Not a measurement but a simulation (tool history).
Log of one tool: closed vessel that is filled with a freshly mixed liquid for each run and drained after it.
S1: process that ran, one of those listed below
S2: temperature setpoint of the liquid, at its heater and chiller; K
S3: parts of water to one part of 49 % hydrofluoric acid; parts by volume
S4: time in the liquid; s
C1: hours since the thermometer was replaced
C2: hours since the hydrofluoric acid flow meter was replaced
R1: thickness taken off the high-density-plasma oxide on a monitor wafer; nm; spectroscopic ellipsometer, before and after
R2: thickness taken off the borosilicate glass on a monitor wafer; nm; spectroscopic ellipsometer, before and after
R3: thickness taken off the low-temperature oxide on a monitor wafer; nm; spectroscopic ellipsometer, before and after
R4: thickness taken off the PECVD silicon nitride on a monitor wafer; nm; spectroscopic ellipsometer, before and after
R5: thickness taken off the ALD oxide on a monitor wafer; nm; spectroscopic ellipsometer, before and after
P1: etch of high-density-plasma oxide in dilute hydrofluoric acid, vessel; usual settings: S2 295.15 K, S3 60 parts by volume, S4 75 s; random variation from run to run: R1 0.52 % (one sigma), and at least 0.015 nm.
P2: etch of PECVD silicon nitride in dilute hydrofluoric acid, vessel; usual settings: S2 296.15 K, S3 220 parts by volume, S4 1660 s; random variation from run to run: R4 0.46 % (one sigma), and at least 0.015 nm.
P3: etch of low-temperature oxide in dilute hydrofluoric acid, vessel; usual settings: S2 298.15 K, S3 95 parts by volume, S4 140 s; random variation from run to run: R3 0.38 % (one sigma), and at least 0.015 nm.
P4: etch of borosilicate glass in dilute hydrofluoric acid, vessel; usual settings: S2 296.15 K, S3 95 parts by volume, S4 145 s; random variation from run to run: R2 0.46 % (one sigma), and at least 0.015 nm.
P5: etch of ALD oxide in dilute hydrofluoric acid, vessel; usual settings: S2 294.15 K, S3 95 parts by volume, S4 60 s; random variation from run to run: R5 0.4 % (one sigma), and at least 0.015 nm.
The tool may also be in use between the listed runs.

Run 1, hour 3.1: S1 P1, S2 295.15 K, S3 60 parts by volume, S4 75 s; C1 352.1; C2 1162.2. Result: R1 6.2801 nm.
Run 2, hour 8.6: S1 P1, S2 295.15 K, S3 60 parts by volume, S4 75 s; C1 357.6; C2 1167.7. Result: R1 6.2712 nm.
Run 3, hour 12.5: S1 P1, S2 290.15 K, S3 60 parts by volume, S4 75 s; C1 361.5; C2 1171.6. Result: R1 5.0598 nm.
Run 4, hour 17.5: S1 P1, S2 295.15 K, S3 20 parts by volume, S4 75 s; C1 366.5; C2 1176.6. Result: R1 19.73 nm.
Run 5, hour 20.1: S1 P1, S2 295.15 K, S3 60 parts by volume, S4 75 s; C1 369.1; C2 1179.2. Result: R1 6.2963 nm.
Run 6, hour 23.8: S1 P4, S2 304.15 K, S3 95 parts by volume, S4 145 s; C1 372.8; C2 1182.9. Result: R2 73.649 nm.
Run 7, hour 28.4: S1 P4, S2 296.15 K, S3 95 parts by volume, S4 145 s; C1 377.4; C2 1187.5. Result: R2 54.23 nm.
Run 8, hour 34: S1 P3, S2 298.15 K, S3 95 parts by volume, S4 140 s; C1 383; C2 1193.1. Result: R3 23.952 nm.
Run 9, hour 38.4: S1 P2, S2 290.15 K, S3 220 parts by volume, S4 1660 s; C1 387.4; C2 1197.5. Result: R4 13.398 nm.
Run 10, hour 41.2: S1 P1, S2 295.15 K, S3 60 parts by volume, S4 75 s; C1 390.2; C2 1200.3. Result: R1 6.2749 nm.
Run 11, hour 46.2: S1 P3, S2 298.15 K, S3 155 parts by volume, S4 140 s; C1 395.2; C2 1205.3. Result: R3 13.711 nm.
Run 12, hour 48.7: S1 P4, S2 296.15 K, S3 20 parts by volume, S4 145 s; C1 397.7; C2 1207.8. Result: R2 282.26 nm.
Run 13, hour 54.3: S1 P4, S2 296.15 K, S3 95 parts by volume, S4 260 s; C1 403.3; C2 1213.4. Result: R2 97.126 nm.
Run 14, hour 58.7: S1 P5, S2 294.15 K, S3 135 parts by volume, S4 60 s; C1 407.7; C2 1217.8. Result: R5 7.9937 nm.
Run 15, hour 62.4: S1 P5, S2 294.15 K, S3 95 parts by volume, S4 60 s; C1 411.4; C2 1221.5. Result: R5 11.96 nm.
Run 16, hour 65.1: S1 P1, S2 301.15 K, S3 60 parts by volume, S4 75 s; C1 414.1; C2 1224.2. Result: R1 8.0058 nm.
Run 17, hour 70.7: S1 P1, S2 295.15 K, S3 60 parts by volume, S4 35 s; C1 419.7; C2 1229.8. Result: R1 2.9139 nm.
Run 18, hour 74.8: S1 P3, S2 298.15 K, S3 95 parts by volume, S4 140 s; C1 423.8; C2 1233.9. Result: R3 24.092 nm.
Run 19, hour 79.4: S1 P3, S2 298.15 K, S3 95 parts by volume, S4 60 s; C1 428.4; C2 1238.5. Result: R3 10.355 nm.
Run 20, hour 83: S1 P2, S2 296.15 K, S3 395 parts by volume, S4 1660 s; C1 432; C2 1242.1. Result: R4 11.136 nm.
Run 21, hour 87.1: S1 P1, S2 291.65 K, S3 60 parts by volume, S4 110 s; C1 436.1; C2 1246.2. Result: R1 7.9643 nm.
Run 22, hour 90.3: S1 P2, S2 296.15 K, S3 220 parts by volume, S4 1660 s; C1 439.3; C2 1249.4. Result: R4 19.839 nm.
Run 23, hour 93.3: S1 P1, S2 299.15 K, S3 60 parts by volume, S4 130 s; C1 442.3; C2 1252.4. Result: R1 12.777 nm.
Run 24, hour 97.1: S1 P5, S2 290.15 K, S3 95 parts by volume, S4 60 s; C1 446.1; C2 1256.2. Result: R5 10.098 nm.
Run 25, hour 101.8: S1 P1, S2 295.15 K, S3 40 parts by volume, S4 130 s; C1 450.8; C2 1260.9. Result: R1 16.663 nm.
Run 26, hour 106: S1 P2, S2 296.15 K, S3 220 parts by volume, S4 1660 s; C1 455; C2 1265.1. Result: R4 19.688 nm.
Run 27, hour 109.5: S1 P1, S2 295.15 K, S3 105 parts by volume, S4 75 s; C1 458.5; C2 1268.6. Result: R1 3.3609 nm.
Run 28, hour 114.9: S1 P3, S2 304.65 K, S3 95 parts by volume, S4 140 s; C1 463.9; C2 1274. Result: R3 30.944 nm.
Run 29, hour 120.2: S1 P2, S2 296.15 K, S3 220 parts by volume, S4 30 s; C1 469.2; C2 1279.3. Result: R4 0.35906 nm.
Run 30, hour 125.4: S1 P5, S2 294.15 K, S3 95 parts by volume, S4 115 s; C1 474.4; C2 1284.5. Result: R5 22.987 nm.
Run 31, hour 128.1: S1 P1, S2 295.15 K, S3 60 parts by volume, S4 120 s; C1 477.1; C2 1287.2. Result: R1 10.083 nm.
Run 32, hour 133.8: S1 P1, S2 295.15 K, S3 60 parts by volume, S4 75 s; C1 482.8; C2 1292.9. Result: R1 6.265 nm.
Run 33, hour 136.5: S1 P1, S2 295.15 K, S3 60 parts by volume, S4 75 s; C1 485.5; C2 1295.6. Result: R1 6.3859 nm.
Run 34, hour 141.2: S1 P1, S2 295.15 K, S3 60 parts by volume, S4 75 s; C1 490.2; C2 1300.3. Result: R1 6.6069 nm.
Run 35, hour 144: S1 P1, S2 295.15 K, S3 60 parts by volume, S4 75 s; C1 493; C2 1303.1. Result: R1 6.6385 nm.
Run 36, hour 147.5: S1 P1, S2 295.15 K, S3 60 parts by volume, S4 75 s; C1 496.5; C2 1306.6. Result: R1 6.706 nm.
Run 37, hour 152.7: S1 P1, S2 295.15 K, S3 60 parts by volume, S4 75 s; C1 501.7; C2 1311.8. Result: R1 6.6842 nm.
Run 38, hour 155.3: S1 P1, S2 295.15 K, S3 60 parts by volume, S4 75 s; C1 504.3; C2 1314.4. Result: R1 6.7797 nm.
Run 39, hour 159.7: S1 P1, S2 295.15 K, S3 60 parts by volume, S4 75 s; C1 508.7; C2 1318.8. Result: R1 6.7547 nm.

What P1 gives has crept away from where it was. These 2 causes fit the log equally well, each at the size given:
A: hydrofluoric acid flow above the setpoint (%) = 7.38
B: liquid hotter than its thermometer reads (K) = 1.86
The creep began at about hour 133.8.

4 check runs are offered, one wafer each, their results left as question marks. Which one tells the causes apart?
Run check 1, hour 164.1: S1 P5, S2 294.15 K, S3 95 parts by volume, S4 60 s. Result: R5 ?.
Run check 2, hour 164.1: S1 P3, S2 298.15 K, S3 95 parts by volume, S4 140 s. Result: R3 ?.
Run check 3, hour 164.1: S1 P2, S2 296.15 K, S3 220 parts by volume, S4 1660 s. Result: R4 ?.
Run check 4, hour 164.1: S1 P4, S2 296.15 K, S3 95 parts by volume, S4 145 s. Result: R2 ?.

What each check would give under each cause:
  check  result    if A    if B
check 1      R5  12.905  12.861
check 2      R3  26.155  25.976
check 3      R4  21.193  22.205
check 4      R2  58.415  58.115
How far apart the two closest causes lie, in the result that separates them most: check 1 0.34 %; check 2 0.68 %; check 3 4.67 %; check 4 0.51 %
Check 3 tells the causes apart: in the others they would give nearly the same result.

Then check 3 was run and gave: R4 22.314 nm. Which cause is it?

It is B: liquid hotter than its thermometer reads (K).
